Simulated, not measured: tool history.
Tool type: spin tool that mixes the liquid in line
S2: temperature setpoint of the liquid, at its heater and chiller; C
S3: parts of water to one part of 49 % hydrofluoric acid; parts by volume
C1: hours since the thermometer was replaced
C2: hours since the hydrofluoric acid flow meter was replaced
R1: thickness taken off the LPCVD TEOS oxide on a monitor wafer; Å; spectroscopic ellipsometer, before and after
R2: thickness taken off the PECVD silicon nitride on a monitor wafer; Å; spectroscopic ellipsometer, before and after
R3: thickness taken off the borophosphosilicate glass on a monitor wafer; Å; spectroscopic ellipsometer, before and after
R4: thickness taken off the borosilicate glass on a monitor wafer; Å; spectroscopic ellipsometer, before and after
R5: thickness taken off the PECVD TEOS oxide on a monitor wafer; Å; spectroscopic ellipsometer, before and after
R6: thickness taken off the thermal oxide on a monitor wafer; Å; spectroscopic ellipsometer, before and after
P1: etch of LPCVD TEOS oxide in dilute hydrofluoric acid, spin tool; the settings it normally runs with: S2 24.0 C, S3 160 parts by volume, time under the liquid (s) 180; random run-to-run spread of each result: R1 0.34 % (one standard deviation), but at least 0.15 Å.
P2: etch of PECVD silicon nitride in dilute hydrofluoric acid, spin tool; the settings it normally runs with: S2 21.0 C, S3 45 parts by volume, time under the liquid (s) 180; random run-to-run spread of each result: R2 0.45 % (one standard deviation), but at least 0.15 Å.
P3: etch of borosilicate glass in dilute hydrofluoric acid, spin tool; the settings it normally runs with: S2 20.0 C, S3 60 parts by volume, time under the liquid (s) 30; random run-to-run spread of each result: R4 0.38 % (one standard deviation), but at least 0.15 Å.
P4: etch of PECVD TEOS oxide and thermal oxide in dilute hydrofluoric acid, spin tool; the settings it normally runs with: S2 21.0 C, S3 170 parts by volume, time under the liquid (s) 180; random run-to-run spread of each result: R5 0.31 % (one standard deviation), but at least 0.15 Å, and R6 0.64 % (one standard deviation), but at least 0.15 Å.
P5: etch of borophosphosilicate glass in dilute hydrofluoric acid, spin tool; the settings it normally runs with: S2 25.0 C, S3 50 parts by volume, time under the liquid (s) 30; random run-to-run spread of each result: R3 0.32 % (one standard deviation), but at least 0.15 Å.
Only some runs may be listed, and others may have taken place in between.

run 1 hour=8.2 | process_that_ran=P1 S2=24.0 S3=160 time_under_the_liquid_(s)=180 | C1=583.5 C2=498.6 | R1=203.090
run 2 hour=16.4 | process_that_ran=P2 S2=21.0 S3=45 time_under_the_liquid_(s)=325 | C1=591.7 C2=506.8 | R2=116.490
run 3 hour=21.8 | process_that_ran=P5 S2=25.0 S3=90 time_under_the_liquid_(s)=30 | C1=597.1 C2=512.2 | R3=180.14
run 4 hour=26.8 | process_that_ran=P3 S2=20.0 S3=60 time_under_the_liquid_(s)=30 | C1=602.1 C2=517.2 | R4=155.890
run 5 hour=31.9 | process_that_ran=P2 S2=21.0 S3=45 time_under_the_liquid_(s)=180 | C1=607.2 C2=522.3 | R2=63.574
run 6 hour=38.9 | process_that_ran=P1 S2=24.0 S3=270 time_under_the_liquid_(s)=55 | C1=614.2 C2=529.3 | R1=32.448
run 7 hour=45.6 | process_that_ran=P4 S2=17.0 S3=170 time_under_the_liquid_(s)=180 | C1=620.9 C2=536.0 | R5=122.070 R6=33.0670
run 8 hour=51.0 | process_that_ran=P1 S2=18.5 S3=95 time_under_the_liquid_(s)=180 | C1=626.3 C2=541.4 | R1=295.600
run 9 hour=58.2 | process_that_ran=P1 S2=24.0 S3=160 time_under_the_liquid_(s)=50 | C1=633.5 C2=548.6 | R1=56.262
run 10 hour=65.8 | process_that_ran=P1 S2=24.0 S3=240 time_under_the_liquid_(s)=180 | C1=641.1 C2=556.2 | R1=124.240
run 11 hour=70.3 | process_that_ran=P2 S2=21.0 S3=75 time_under_the_liquid_(s)=180 | C1=645.6 C2=560.7 | R2=39.000
run 12 hour=75.4 | process_that_ran=P5 S2=25.0 S3=50 time_under_the_liquid_(s)=60 | C1=650.7 C2=565.8 | R3=681.98
run 13 hour=83.4 | process_that_ran=P2 S2=17.0 S3=45 time_under_the_liquid_(s)=180 | C1=658.7 C2=573.8 | R2=48.160
run 14 hour=88.4 | process_that_ran=P1 S2=24.0 S3=160 time_under_the_liquid_(s)=355 | C1=663.7 C2=578.8 | R1=401.190
run 15 hour=94.7 | process_that_ran=P1 S2=17.0 S3=160 time_under_the_liquid_(s)=180 | C1=670.0 C2=585.1 | R1=154.360
run 16 hour=100.7 | process_that_ran=P4 S2=21.0 S3=170 time_under_the_liquid_(s)=15 | C1=676.0 C2=591.1 | R5=11.818 R6=3.1336
run 17 hour=105.6 | process_that_ran=P3 S2=17.0 S3=60 time_under_the_liquid_(s)=30 | C1=680.9 C2=596.0 | R4=137.710
run 18 hour=111.3 | process_that_ran=P4 S2=21.0 S3=170 time_under_the_liquid_(s)=180 | C1=686.6 C2=601.7 | R5=142.630 R6=39.1070
run 19 hour=118.3 | process_that_ran=P1 S2=24.0 S3=160 time_under_the_liquid_(s)=180 | C1=693.6 C2=608.7 | R1=203.010
run 20 hour=123.3 | process_that_ran=P5 S2=25.0 S3=50 time_under_the_liquid_(s)=30 | C1=698.6 C2=613.7 | R3=339.09
run 21 hour=131.0 | process_that_ran=P5 S2=33.0 S3=50 time_under_the_liquid_(s)=30 | C1=706.3 C2=621.4 | R3=464.93
run 22 hour=135.2 | process_that_ran=P5 S2=25.0 S3=50 time_under_the_liquid_(s)=30 | C1=710.5 C2=625.6 | R3=340.60
run 23 hour=143.7 | process_that_ran=P4 S2=21.0 S3=30 time_under_the_liquid_(s)=180 | C1=719.0 C2=634.1 | R5=951.130 R6=257.5200
run 24 hour=150.9 | process_that_ran=P4 S2=21.0 S3=170 time_under_the_liquid_(s)=180 | C1=726.2 C2=641.3 | R5=143.090 R6=39.2900
run 25 hour=156.1 | process_that_ran=P1 S2=24.0 S3=160 time_under_the_liquid_(s)=180 | C1=731.4 C2=646.5 | R1=202.620
run 26 hour=163.2 | process_that_ran=P1 S2=32.0 S3=160 time_under_the_liquid_(s)=180 | C1=738.5 C2=653.6 | R1=271.370
run 27 hour=167.7 | process_that_ran=P1 S2=24.0 S3=160 time_under_the_liquid_(s)=180 | C1=743.0 C2=658.1 | R1=203.270
run 28 hour=172.6 | process_that_ran=P3 S2=20.0 S3=60 time_under_the_liquid_(s)=30 | C1=747.9 C2=663.0 | R4=156.490
run 29 hour=179.7 | process_that_ran=P1 S2=24.0 S3=25 time_under_the_liquid_(s)=180 | C1=755.0 C2=670.1 | R1=1545.300
run 30 hour=185.5 | process_that_ran=P3 S2=20.0 S3=100 time_under_the_liquid_(s)=30 | C1=760.8 C2=675.9 | R4=89.021
run 31 hour=191.6 | process_that_ran=P1 S2=24.0 S3=160 time_under_the_liquid_(s)=180 | C1=766.9 C2=682.0 | R1=203.900
run 32 hour=199.7 | process_that_ran=P3 S2=20.0 S3=60 time_under_the_liquid_(s)=55 | C1=775.0 C2=690.1 | R4=286.550
run 33 hour=204.2 | process_that_ran=P1 S2=20.0 S3=160 time_under_the_liquid_(s)=255 | C1=779.5 C2=694.6 | R1=245.780
run 34 hour=209.1 | process_that_ran=P1 S2=24.0 S3=160 time_under_the_liquid_(s)=180 | C1=784.4 C2=699.5 | R1=204.280
run 35 hour=216.3 | process_that_ran=P1 S2=24.0 S3=160 time_under_the_liquid_(s)=180 | C1=791.6 C2=706.7 | R1=202.990
run 36 hour=223.6 | process_that_ran=P1 S2=24.0 S3=160 time_under_the_liquid_(s)=180 | C1=798.9 C2=714.0 | R1=207.030
run 37 hour=230.9 | process_that_ran=P1 S2=24.0 S3=160 time_under_the_liquid_(s)=180 | C1=806.2 C2=721.3 | R1=211.270
run 38 hour=237.6 | process_that_ran=P1 S2=24.0 S3=160 time_under_the_liquid_(s)=180 | C1=812.9 C2=728.0 | R1=213.880
run 39 hour=241.9 | process_that_ran=P1 S2=24.0 S3=160 time_under_the_liquid_(s)=180 | C1=817.2 C2=732.3 | R1=213.220
run 40 hour=249.6 | process_that_ran=P1 S2=24.0 S3=160 time_under_the_liquid_(s)=180 | C1=824.9 C2=740.0 | R1=213.360
run 41 hour=253.7 | process_that_ran=P1 S2=24.0 S3=160 time_under_the_liquid_(s)=180 | C1=829.0 C2=744.1 | R1=214.520
run 42 hour=261.5 | process_that_ran=P1 S2=24.0 S3=160 time_under_the_liquid_(s)=180 | C1=836.8 C2=751.9 | R1=215.650
run 43 hour=265.3 | process_that_ran=P1 S2=24.0 S3=160 time_under_the_liquid_(s)=180 | C1=840.6 C2=755.7 | R1=215.060
run 44 hour=273.4 | process_that_ran=P1 S2=24.0 S3=160 time_under_the_liquid_(s)=180 | C1=848.7 C2=763.8 | R1=216.070
run 45 hour=277.4 | process_that_ran=P1 S2=24.0 S3=160 time_under_the_liquid_(s)=180 | C1=852.7 C2=767.8 | R1=215.700
run 46 hour=284.9 | process_that_ran=P1 S2=24.0 S3=160 time_under_the_liquid_(s)=180 | C1=860.2 C2=775.3 | R1=216.180

The log shows P1 creeping away from where it was. Any of the 2 causes listed here, at the size stated for it, fits the log just as well as the others:
A: hydrofluoric acid flow above the setpoint (%) = 5.13
B: liquid hotter than its thermometer reads (K) = 1.57
The gradual shift began around hour 216.3.

Below are 4 check runs, each on a single wafer, with their results shown as question marks. Which of them would tell the listed causes apart, meaning the causes would give clearly different results under it?
run check 1 hour=292.4 | process_that_ran=P2 S2=21.0 S3=75 time_under_the_liquid_(s)=260 | R2=?
run check 2 hour=292.4 | process_that_ran=P4 S2=21.0 S3=110 time_under_the_liquid_(s)=180 | R5=? R6=?
run check 3 hour=292.4 | process_that_ran=P3 S2=20.0 S3=95 time_under_the_liquid_(s)=30 | R4=?
run check 4 hour=292.4 | process_that_ran=P5 S2=31.0 S3=50 time_under_the_liquid_(s)=60 | R3=?

What each check would give under each cause:
check=check_1 result=R2 if_A=59.393 if_B=62.911
check=check_2 result=R5 if_A=249.040 if_B=250.760
check=check_2 result=R6 if_A=68.1950 if_B=68.6670
check=check_3 result=R4 if_A=100.320 if_B=101.220
check=check_4 result=R3 if_A=912.76 if_B=919.04
Per check, the gap between the least separated pair of causes, taken in the result that splits them most: check 1 5.75 %; check 2 0.69 %; check 3 0.89 %; check 4 0.69 %
Only check 1 tells the causes apart: in the others they would give nearly the same result.

After running check 1, the following was obtained: R2 62.794 Å. Which cause does this point to?

The cause is B: liquid hotter than its thermometer reads (K).

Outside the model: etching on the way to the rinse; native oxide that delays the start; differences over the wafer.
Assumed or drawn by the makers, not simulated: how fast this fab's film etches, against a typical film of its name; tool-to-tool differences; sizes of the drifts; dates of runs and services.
